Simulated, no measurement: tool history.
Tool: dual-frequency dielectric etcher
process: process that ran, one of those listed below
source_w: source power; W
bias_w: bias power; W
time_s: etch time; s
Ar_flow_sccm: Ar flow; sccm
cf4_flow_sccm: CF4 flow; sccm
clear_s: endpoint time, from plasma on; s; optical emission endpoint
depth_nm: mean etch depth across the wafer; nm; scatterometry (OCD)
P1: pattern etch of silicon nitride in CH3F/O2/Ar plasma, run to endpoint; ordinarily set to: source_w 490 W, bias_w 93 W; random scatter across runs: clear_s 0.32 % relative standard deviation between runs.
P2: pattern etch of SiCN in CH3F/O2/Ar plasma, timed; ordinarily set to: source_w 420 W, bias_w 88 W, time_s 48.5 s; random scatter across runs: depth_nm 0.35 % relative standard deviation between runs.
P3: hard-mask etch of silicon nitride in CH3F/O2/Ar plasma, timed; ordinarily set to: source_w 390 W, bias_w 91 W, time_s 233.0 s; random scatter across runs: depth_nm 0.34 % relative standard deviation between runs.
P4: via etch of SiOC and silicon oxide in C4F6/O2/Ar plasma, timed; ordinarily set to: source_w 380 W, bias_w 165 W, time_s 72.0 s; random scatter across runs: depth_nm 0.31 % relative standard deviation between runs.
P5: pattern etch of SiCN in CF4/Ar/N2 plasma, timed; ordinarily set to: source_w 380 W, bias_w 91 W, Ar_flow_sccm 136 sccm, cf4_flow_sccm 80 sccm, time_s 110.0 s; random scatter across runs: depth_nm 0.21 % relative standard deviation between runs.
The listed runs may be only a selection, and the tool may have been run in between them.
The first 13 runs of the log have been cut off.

| run | day | process | source_w | bias_w | time_s | Ar_flow_sccm | cf4_flow_sccm | clear_s | depth_nm |
|---|---|---|---|---|---|---|---|---|---|
| 14 | 3.617 | P2 | 420 | 88 | 26.5 |  |  |  | 10.604 |
| 15 | 3.938 | P1 | 490 | 93 |  |  |  | 33.408 |  |
| 16 | 4.279 | P1 | 490 | 93 |  |  |  | 33.192 |  |
| 17 | 4.500 | P3 | 390 | 91 | 233.0 |  |  |  | 179.690 |
| 18 | 4.738 | P3 | 490 | 91 | 233.0 |  |  |  | 197.640 |
| 19 | 4.938 | P4 | 380 | 165 | 72.0 |  |  |  | 79.087 |
| 20 | 5.283 | P5 | 380 | 91 | 60.5 | 136 | 80 |  | 49.576 |
| 21 | 5.475 | P4 | 510 | 165 | 72.0 |  |  |  | 88.923 |
| 22 | 5.796 | P1 | 490 | 93 |  |  |  | 33.407 |  |
| 23 | 5.988 | P5 | 380 | 91 | 110.0 | 106 | 80 |  | 93.112 |
| 24 | 6.304 | P3 | 390 | 91 | 160.5 |  |  |  | 123.920 |
| 25 | 6.496 | P5 | 380 | 66 | 110.0 | 136 | 80 |  | 80.180 |
| 26 | 6.671 | P1 | 490 | 93 |  |  |  | 33.430 |  |
| 27 | 6.850 | P1 | 600 | 130 |  |  |  | 27.283 |  |
| 28 | 7.050 | P1 | 490 | 59 |  |  |  | 38.850 |  |
| 29 | 7.279 | P4 | 380 | 165 | 101.0 |  |  |  | 111.140 |
| 30 | 7.458 | P1 | 640 | 93 |  |  |  | 30.148 |  |
| 31 | 7.654 | P1 | 490 | 93 |  |  |  | 33.485 |  |
| 32 | 7.808 | P1 | 490 | 93 |  |  |  | 33.221 |  |
| 33 | 7.992 | P1 | 490 | 93 |  |  |  | 33.498 |  |

Run 34 is up next; what results do you expect?
| 34 | 8.329 | P1 | 490 | 93 |  |  |  | ? |  |

clear_s: 33.474 s
